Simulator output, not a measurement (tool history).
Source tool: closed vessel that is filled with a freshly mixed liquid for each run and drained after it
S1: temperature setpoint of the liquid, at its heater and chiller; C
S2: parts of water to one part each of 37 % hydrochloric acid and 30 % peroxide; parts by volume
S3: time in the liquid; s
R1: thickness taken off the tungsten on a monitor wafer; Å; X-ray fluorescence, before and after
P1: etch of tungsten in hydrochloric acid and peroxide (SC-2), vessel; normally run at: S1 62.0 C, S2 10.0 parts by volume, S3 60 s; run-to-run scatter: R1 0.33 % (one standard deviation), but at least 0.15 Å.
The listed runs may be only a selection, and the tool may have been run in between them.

run	day	S1	S2	S3	R1
1	0.262	62.0	10.0	60	251.130
2	0.483	62.0	18.0	60	150.120
3	0.721	62.0	10.0	60	252.690
4	0.862	62.0	17.5	30	77.831
# day 0.912: thermometer replaced
5	1.067	62.0	14.0	30	94.002
6	1.292	62.0	14.0	100	313.190
7	1.438	62.0	10.0	60	251.620
8	1.592	62.0	10.0	30	125.990
9	1.775	62.0	4.0	60	503.580
10	1.975	62.0	10.0	60	251.890
11	2.188	62.0	10.0	60	250.980
12	2.367	62.0	10.0	95	398.000
13	2.633	45.5	10.0	60	85.862
14	2.900	62.0	10.0	60	250.830
15	3.025	72.0	10.0	60	459.850
16	3.158	62.0	10.0	60	251.060
17	3.338	62.0	10.0	60	262.080

Forecast run 18:
18	3.471	62.0	10.0	60	?

{"run 18": {"R1": 265.88}}
